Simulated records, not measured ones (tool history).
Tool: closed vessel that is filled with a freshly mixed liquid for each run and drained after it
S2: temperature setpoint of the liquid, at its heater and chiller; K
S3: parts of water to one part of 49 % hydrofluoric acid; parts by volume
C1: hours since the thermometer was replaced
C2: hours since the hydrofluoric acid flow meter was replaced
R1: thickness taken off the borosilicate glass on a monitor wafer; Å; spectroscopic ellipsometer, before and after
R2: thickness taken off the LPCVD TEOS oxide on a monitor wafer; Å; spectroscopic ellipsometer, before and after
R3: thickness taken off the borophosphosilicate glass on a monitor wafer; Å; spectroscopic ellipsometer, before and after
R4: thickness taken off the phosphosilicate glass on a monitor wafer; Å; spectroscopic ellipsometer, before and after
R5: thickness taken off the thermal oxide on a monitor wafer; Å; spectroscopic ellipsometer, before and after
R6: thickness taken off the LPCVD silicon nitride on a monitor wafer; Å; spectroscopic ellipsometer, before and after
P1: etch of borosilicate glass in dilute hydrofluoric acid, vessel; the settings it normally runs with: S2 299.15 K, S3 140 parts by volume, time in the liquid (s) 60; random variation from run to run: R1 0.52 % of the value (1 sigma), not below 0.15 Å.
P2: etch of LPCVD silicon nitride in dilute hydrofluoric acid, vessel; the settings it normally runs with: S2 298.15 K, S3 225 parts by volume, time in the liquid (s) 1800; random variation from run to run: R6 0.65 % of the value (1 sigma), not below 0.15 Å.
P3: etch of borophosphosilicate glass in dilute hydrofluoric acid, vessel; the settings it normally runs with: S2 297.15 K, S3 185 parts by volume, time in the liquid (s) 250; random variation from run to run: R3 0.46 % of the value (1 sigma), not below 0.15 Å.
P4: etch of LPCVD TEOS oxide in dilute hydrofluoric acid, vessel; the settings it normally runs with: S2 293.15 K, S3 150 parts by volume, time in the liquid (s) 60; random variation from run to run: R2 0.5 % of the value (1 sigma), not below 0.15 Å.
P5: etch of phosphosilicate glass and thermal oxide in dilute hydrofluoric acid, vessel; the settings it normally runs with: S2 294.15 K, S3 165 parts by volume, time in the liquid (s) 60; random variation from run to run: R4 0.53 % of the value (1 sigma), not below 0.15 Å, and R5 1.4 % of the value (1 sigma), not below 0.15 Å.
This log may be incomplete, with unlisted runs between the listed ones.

{"run": 1, "hour": 3.1, "process that ran": "P1", "S2": 299.15, "S3": 140, "time in the liquid (s)": 60, "C1": 832.3, "C2": 230.0, "R1": 129.75}
{"run": 2, "hour": 6.0, "process that ran": "P1", "S2": 303.65, "S3": 140, "time in the liquid (s)": 90, "C1": 835.2, "C2": 232.9, "R1": 227.0}
{"run": 3, "hour": 10.4, "process that ran": "P4", "S2": 293.15, "S3": 150, "time in the liquid (s)": 85, "C1": 839.6, "C2": 237.3, "R2": 78.546}
{"run": 4, "hour": 13.2, "process that ran": "P1", "S2": 299.15, "S3": 140, "time in the liquid (s)": 60, "C1": 842.4, "C2": 240.1, "R1": 128.23}
{"run": 5, "hour": 15.1, "process that ran": "P1", "S2": 299.15, "S3": 140, "time in the liquid (s)": 110, "C1": 844.3, "C2": 242.0, "R1": 235.82}
{"run": 6, "hour": 17.3, "process that ran": "P1", "S2": 299.15, "S3": 140, "time in the liquid (s)": 30, "C1": 846.5, "C2": 244.2, "R1": 63.934}
{"run": 7, "hour": 20.4, "process that ran": "P1", "S2": 292.15, "S3": 140, "time in the liquid (s)": 60, "C1": 849.6, "C2": 247.3, "R1": 97.198}
{"run": 8, "hour": 22.6, "process that ran": "P3", "S2": 297.15, "S3": 185, "time in the liquid (s)": 250, "C1": 851.8, "C2": 249.5, "R3": 567.83}
{"run": 9, "hour": 25.2, "process that ran": "P3", "S2": 297.15, "S3": 185, "time in the liquid (s)": 435, "C1": 854.4, "C2": 252.1, "R3": 991.84}
{"run": 10, "hour": 29.2, "process that ran": "P1", "S2": 299.15, "S3": 140, "time in the liquid (s)": 60, "C1": 858.4, "C2": 256.1, "R1": 128.23}
{"run": 11, "hour": 31.6, "process that ran": "P5", "S2": 294.15, "S3": 165, "time in the liquid (s)": 30, "C1": 860.8, "C2": 258.5, "R4": 305.09, "R5": 6.7805}
{"run": 12, "hour": 35.6, "process that ran": "P3", "S2": 303.65, "S3": 185, "time in the liquid (s)": 250, "C1": 864.8, "C2": 262.5, "R3": 715.16}
{"run": 13, "hour": 37.7, "process that ran": "P2", "S2": 298.15, "S3": 225, "time in the liquid (s)": 3510, "C1": 866.9, "C2": 264.6, "R6": 86.563}
{"run": 14, "hour": 40.0, "process that ran": "P1", "S2": 299.15, "S3": 140, "time in the liquid (s)": 60, "C1": 869.2, "C2": 266.9, "R1": 128.15}
{"run": 15, "hour": 43.8, "process that ran": "P5", "S2": 298.15, "S3": 165, "time in the liquid (s)": 60, "C1": 873.0, "C2": 270.7, "R4": 723.17, "R5": 16.023}
{"run": 16, "hour": 48.2, "process that ran": "P1", "S2": 299.15, "S3": 205, "time in the liquid (s)": 60, "C1": 877.4, "C2": 275.1, "R1": 80.97}
{"run": 17, "hour": 50.4, "process that ran": "P1", "S2": 299.15, "S3": 140, "time in the liquid (s)": 60, "C1": 879.6, "C2": 277.3, "R1": 128.3}
{"run": 18, "hour": 53.9, "process that ran": "P2", "S2": 298.15, "S3": 395, "time in the liquid (s)": 1800, "C1": 883.1, "C2": 280.8, "R6": 25.059}
{"run": 19, "hour": 57.8, "process that ran": "P5", "S2": 294.15, "S3": 165, "time in the liquid (s)": 60, "C1": 887.0, "C2": 284.7, "R4": 611.88, "R5": 14.045}
{"run": 20, "hour": 60.8, "process that ran": "P4", "S2": 293.15, "S3": 150, "time in the liquid (s)": 60, "C1": 890.0, "C2": 287.7, "R2": 55.843}
{"run": 21, "hour": 65.0, "process that ran": "P1", "S2": 299.15, "S3": 55, "time in the liquid (s)": 105, "C1": 894.2, "C2": 291.9, "R1": 636.14}
{"run": 22, "hour": 68.2, "process that ran": "P2", "S2": 298.15, "S3": 225, "time in the liquid (s)": 1800, "C1": 897.4, "C2": 295.1, "R6": 44.263}
{"run": 23, "hour": 70.6, "process that ran": "P4", "S2": 293.15, "S3": 150, "time in the liquid (s)": 60, "C1": 899.8, "C2": 297.5, "R2": 55.312}
{"run": 24, "hour": 73.1, "process that ran": "P4", "S2": 293.15, "S3": 40, "time in the liquid (s)": 60, "C1": 902.3, "C2": 300.0, "R2": 235.08}
{"run": 25, "hour": 75.8, "process that ran": "P1", "S2": 305.15, "S3": 140, "time in the liquid (s)": 60, "C1": 905.0, "C2": 302.7, "R1": 160.51}
{"run": 26, "hour": 78.4, "process that ran": "P5", "S2": 294.15, "S3": 165, "time in the liquid (s)": 60, "C1": 907.6, "C2": 305.3, "R4": 611.79, "R5": 14.151}
{"run": 27, "hour": 80.8, "process that ran": "P1", "S2": 299.15, "S3": 40, "time in the liquid (s)": 60, "C1": 910.0, "C2": 307.7, "R1": 512.75}
{"run": 28, "hour": 84.8, "process that ran": "P2", "S2": 294.65, "S3": 225, "time in the liquid (s)": 1800, "C1": 914.0, "C2": 311.7, "R6": 35.144}
{"run": 29, "hour": 88.6, "process that ran": "P3", "S2": 297.15, "S3": 75, "time in the liquid (s)": 250, "C1": 917.8, "C2": 315.5, "R3": 1605.1}
{"run": 30, "hour": 92.9, "process that ran": "P4", "S2": 290.15, "S3": 150, "time in the liquid (s)": 60, "C1": 922.1, "C2": 319.8, "R2": 48.838}
{"run": 31, "hour": 95.2, "process that ran": "P5", "S2": 294.15, "S3": 40, "time in the liquid (s)": 60, "C1": 924.4, "C2": 322.1, "R4": 2881.3, "R5": 66.794}
{"run": 32, "hour": 98.5, "process that ran": "P1", "S2": 299.15, "S3": 140, "time in the liquid (s)": 60, "C1": 927.7, "C2": 325.4, "R1": 127.41}
{"run": 33, "hour": 102.4, "process that ran": "P1", "S2": 299.15, "S3": 140, "time in the liquid (s)": 60, "C1": 931.6, "C2": 329.3, "R1": 132.52}
{"run": 34, "hour": 105.8, "process that ran": "P1", "S2": 299.15, "S3": 140, "time in the liquid (s)": 60, "C1": 935.0, "C2": 332.7, "R1": 133.4}
{"run": 35, "hour": 108.6, "process that ran": "P1", "S2": 299.15, "S3": 140, "time in the liquid (s)": 60, "C1": 937.8, "C2": 335.5, "R1": 135.37}
{"run": 36, "hour": 112.6, "process that ran": "P1", "S2": 299.15, "S3": 140, "time in the liquid (s)": 60, "C1": 941.8, "C2": 339.5, "R1": 136.68}
{"run": 37, "hour": 116.1, "process that ran": "P1", "S2": 299.15, "S3": 140, "time in the liquid (s)": 60, "C1": 945.3, "C2": 343.0, "R1": 136.7}
{"run": 38, "hour": 119.4, "process that ran": "P1", "S2": 299.15, "S3": 140, "time in the liquid (s)": 60, "C1": 948.6, "C2": 346.3, "R1": 138.21}
{"run": 39, "hour": 123.1, "process that ran": "P1", "S2": 299.15, "S3": 140, "time in the liquid (s)": 60, "C1": 952.3, "C2": 350.0, "R1": 137.79}
{"run": 40, "hour": 126.3, "process that ran": "P1", "S2": 299.15, "S3": 140, "time in the liquid (s)": 60, "C1": 955.5, "C2": 353.2, "R1": 139.51}
{"run": 41, "hour": 130.4, "process that ran": "P1", "S2": 299.15, "S3": 140, "time in the liquid (s)": 60, "C1": 959.6, "C2": 357.3, "R1": 138.16}
{"run": 42, "hour": 133.4, "process that ran": "P1", "S2": 299.15, "S3": 140, "time in the liquid (s)": 60, "C1": 962.6, "C2": 360.3, "R1": 137.71}

What P1 gives has crept off from where it sat before. The 2 causes that follow fit the log equally well, each at the size noted:
A: hydrofluoric acid flow above the setpoint (%) = 6.74
B: liquid hotter than its thermometer reads (K) = 2.04
The drift started at roughly hour 98.5.

Question marks stand in for the results of the 4 check runs listed below, each run on one wafer. Under which run would the listed causes show clearly different results?
{"run": "check 1", "hour": 136.4, "process that ran": "P2", "S2": 298.15, "S3": 225, "time in the liquid (s)": 1800, "R6": "?"}
{"run": "check 2", "hour": 136.4, "process that ran": "P3", "S2": 297.15, "S3": 185, "time in the liquid (s)": 250, "R3": "?"}
{"run": "check 3", "hour": 136.4, "process that ran": "P5", "S2": 294.15, "S3": 165, "time in the liquid (s)": 60, "R4": "?", "R5": "?"}
{"run": "check 4", "hour": 136.4, "process that ran": "P4", "S2": 293.15, "S3": 150, "time in the liquid (s)": 60, "R2": "?"}

Check results expected under each cause:
check=check_1 result=R6 if_A=47.037 if_B=49.968
check=check_2 result=R3 if_A=615.16 if_B=613.46
check=check_3 result=R4 if_A=659.91 if_B=661.62
check=check_3 result=R5 if_A=15.2700 if_B=15.3100
check=check_4 result=R2 if_A=59.630 if_B=59.942
Distance between the nearest two causes, measured in the result of the check that separates them most: check 1 6.04 %; check 2 0.28 %; check 3 0.26 %; check 4 0.52 %
Only in check 1 would the causes give clearly different results; in the remaining checks their results would be nearly the same.

After running check 1, the following was obtained: R6 47.019 Å. Which cause does this point to?

Of the candidate causes, it is A: hydrofluoric acid flow above the setpoint (%).
